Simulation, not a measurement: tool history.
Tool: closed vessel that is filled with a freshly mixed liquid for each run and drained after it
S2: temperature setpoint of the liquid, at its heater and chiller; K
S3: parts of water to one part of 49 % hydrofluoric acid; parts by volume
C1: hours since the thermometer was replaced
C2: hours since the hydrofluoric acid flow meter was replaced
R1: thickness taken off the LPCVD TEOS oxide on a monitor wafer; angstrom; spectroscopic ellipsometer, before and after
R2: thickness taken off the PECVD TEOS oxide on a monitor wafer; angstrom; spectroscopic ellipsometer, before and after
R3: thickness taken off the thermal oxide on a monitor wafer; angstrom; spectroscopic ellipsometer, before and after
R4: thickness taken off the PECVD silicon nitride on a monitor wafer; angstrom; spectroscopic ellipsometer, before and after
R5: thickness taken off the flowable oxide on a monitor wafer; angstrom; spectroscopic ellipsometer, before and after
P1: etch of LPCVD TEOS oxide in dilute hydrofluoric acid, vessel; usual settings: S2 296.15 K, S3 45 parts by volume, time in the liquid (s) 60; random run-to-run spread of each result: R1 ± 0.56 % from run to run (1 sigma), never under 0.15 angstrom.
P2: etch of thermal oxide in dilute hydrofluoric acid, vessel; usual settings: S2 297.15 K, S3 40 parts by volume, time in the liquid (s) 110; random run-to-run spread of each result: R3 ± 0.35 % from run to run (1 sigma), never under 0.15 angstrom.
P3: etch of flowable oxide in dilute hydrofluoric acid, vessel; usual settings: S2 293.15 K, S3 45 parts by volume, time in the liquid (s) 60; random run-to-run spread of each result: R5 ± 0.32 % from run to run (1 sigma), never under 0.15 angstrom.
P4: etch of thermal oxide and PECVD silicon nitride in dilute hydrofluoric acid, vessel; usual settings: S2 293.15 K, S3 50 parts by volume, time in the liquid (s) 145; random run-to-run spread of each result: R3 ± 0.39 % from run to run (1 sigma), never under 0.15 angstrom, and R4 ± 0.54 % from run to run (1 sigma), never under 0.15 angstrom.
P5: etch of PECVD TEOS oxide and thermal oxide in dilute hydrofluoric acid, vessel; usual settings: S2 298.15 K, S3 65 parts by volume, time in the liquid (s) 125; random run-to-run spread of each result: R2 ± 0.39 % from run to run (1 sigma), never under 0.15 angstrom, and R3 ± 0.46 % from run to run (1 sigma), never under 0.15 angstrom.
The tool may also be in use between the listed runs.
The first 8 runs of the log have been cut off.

{"run": 9, "hour": 27.5, "process that ran": "P1", "S2": 296.15, "S3": 45, "time in the liquid (s)": 115, "C1": 858.7, "C2": 208.1, "R1": 934.09}
{"run": 10, "hour": 30.2, "process that ran": "P5", "S2": 298.15, "S3": 65, "time in the liquid (s)": 45, "C1": 861.4, "C2": 210.8, "R2": 205.67, "R3": 34.916}
{"run": 11, "hour": 32.7, "process that ran": "P1", "S2": 296.15, "S3": 45, "time in the liquid (s)": 60, "C1": 863.9, "C2": 213.3, "R1": 479.34}
{"run": 12, "hour": 36.5, "process that ran": "P1", "S2": 296.15, "S3": 45, "time in the liquid (s)": 30, "C1": 867.7, "C2": 217.1, "R1": 239.35}
{"run": 13, "hour": 40.1, "process that ran": "P5", "S2": 298.15, "S3": 65, "time in the liquid (s)": 125, "C1": 871.3, "C2": 220.7, "R2": 573.46, "R3": 95.303}
{"run": 14, "hour": 42.1, "process that ran": "P4", "S2": 293.15, "S3": 50, "time in the liquid (s)": 30, "C1": 873.3, "C2": 222.7, "R3": 24.251, "R4": 24.082}
{"run": 15, "hour": 45.5, "process that ran": "P5", "S2": 298.15, "S3": 90, "time in the liquid (s)": 125, "C1": 876.7, "C2": 226.1, "R2": 400.78, "R3": 67.125}
{"run": 16, "hour": 47.5, "process that ran": "P3", "S2": 293.15, "S3": 45, "time in the liquid (s)": 30, "C1": 878.7, "C2": 228.1, "R5": 173.68}
{"run": 17, "hour": 51.0, "process that ran": "P2", "S2": 297.15, "S3": 40, "time in the liquid (s)": 110, "C1": 882.2, "C2": 231.6, "R3": 143.49}
{"hour": 51.8, "done": "thermometer replaced"}
{"run": 18, "hour": 55.4, "process that ran": "P1", "S2": 296.15, "S3": 45, "time in the liquid (s)": 60, "C1": 3.6, "C2": 236, "R1": 478.63}
{"run": 19, "hour": 59.2, "process that ran": "P3", "S2": 298.15, "S3": 45, "time in the liquid (s)": 60, "C1": 7.4, "C2": 239.8, "R5": 426.74}
{"run": 20, "hour": 61.6, "process that ran": "P3", "S2": 293.15, "S3": 25, "time in the liquid (s)": 60, "C1": 9.8, "C2": 242.2, "R5": 636.92}
{"run": 21, "hour": 65.1, "process that ran": "P1", "S2": 296.15, "S3": 65, "time in the liquid (s)": 105, "C1": 13.3, "C2": 245.7, "R1": 568.06}
{"run": 22, "hour": 67.6, "process that ran": "P1", "S2": 296.15, "S3": 20, "time in the liquid (s)": 60, "C1": 15.8, "C2": 248.2, "R1": 1123.9}
{"run": 23, "hour": 69.7, "process that ran": "P3", "S2": 293.15, "S3": 45, "time in the liquid (s)": 60, "C1": 17.9, "C2": 250.3, "R5": 343.93}

The next listed run, before its measurement:
{"run": 24, "hour": 74.0, "process that ran": "P5", "S2": 290.15, "S3": 65, "time in the liquid (s)": 125, "C1": 22.2, "C2": 254.6, "R2": "?", "R3": "?"}

R2: 412.52 angstrom
R3: 68.103 angstrom
